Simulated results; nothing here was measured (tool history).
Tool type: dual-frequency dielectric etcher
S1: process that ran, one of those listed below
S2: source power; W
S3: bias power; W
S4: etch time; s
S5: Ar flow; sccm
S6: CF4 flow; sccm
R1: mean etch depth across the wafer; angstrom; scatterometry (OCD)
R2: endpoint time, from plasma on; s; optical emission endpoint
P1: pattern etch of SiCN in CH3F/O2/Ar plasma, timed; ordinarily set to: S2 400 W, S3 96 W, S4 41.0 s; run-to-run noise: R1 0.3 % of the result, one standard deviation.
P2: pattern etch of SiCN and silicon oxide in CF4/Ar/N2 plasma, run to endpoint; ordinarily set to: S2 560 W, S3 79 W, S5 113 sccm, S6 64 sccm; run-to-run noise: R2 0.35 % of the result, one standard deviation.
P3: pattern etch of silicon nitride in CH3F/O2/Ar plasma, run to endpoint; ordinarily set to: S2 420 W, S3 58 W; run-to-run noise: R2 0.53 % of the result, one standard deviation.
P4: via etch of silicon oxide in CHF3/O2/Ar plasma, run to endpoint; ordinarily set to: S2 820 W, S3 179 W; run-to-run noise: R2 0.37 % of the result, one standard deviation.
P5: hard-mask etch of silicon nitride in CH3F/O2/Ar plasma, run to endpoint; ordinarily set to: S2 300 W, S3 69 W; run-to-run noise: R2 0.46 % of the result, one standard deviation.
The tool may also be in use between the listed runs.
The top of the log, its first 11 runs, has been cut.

run	hour	S1	S2	S3	S4	S5	S6	R1	R2
12	51.9	P1	400	123	41.0			185.790	
13	55.3	P1	400	96	41.0			169.840	
14	59.3	P1	400	96	52.5			216.180	
15	64.1	P3	420	58					50.407
16	69.0	P1	400	69	41.0			149.690	
17	74.3	P5	300	69					85.487
# hour 76.5: wet clean of the chamber
18	77.9	P4	820	179					229.800
19	81.3	P2	560	54		113	64		18.856
20	86.3	P1	470	79	41.0			166.720	
21	91.6	P2	560	79		113	64		16.362
22	95.4	P4	820	237					209.810
23	98.3	P2	770	79		113	64		12.487
24	102.2	P4	820	179					226.840
25	106.7	P1	400	96	41.0			168.920	
26	110.1	P2	560	79		113	64		16.453
27	113.1	P4	1150	179					200.660

For run 28, what comes out?
28	118.3	P5	420	69					?

Run 28 measured R2 76.320 s.
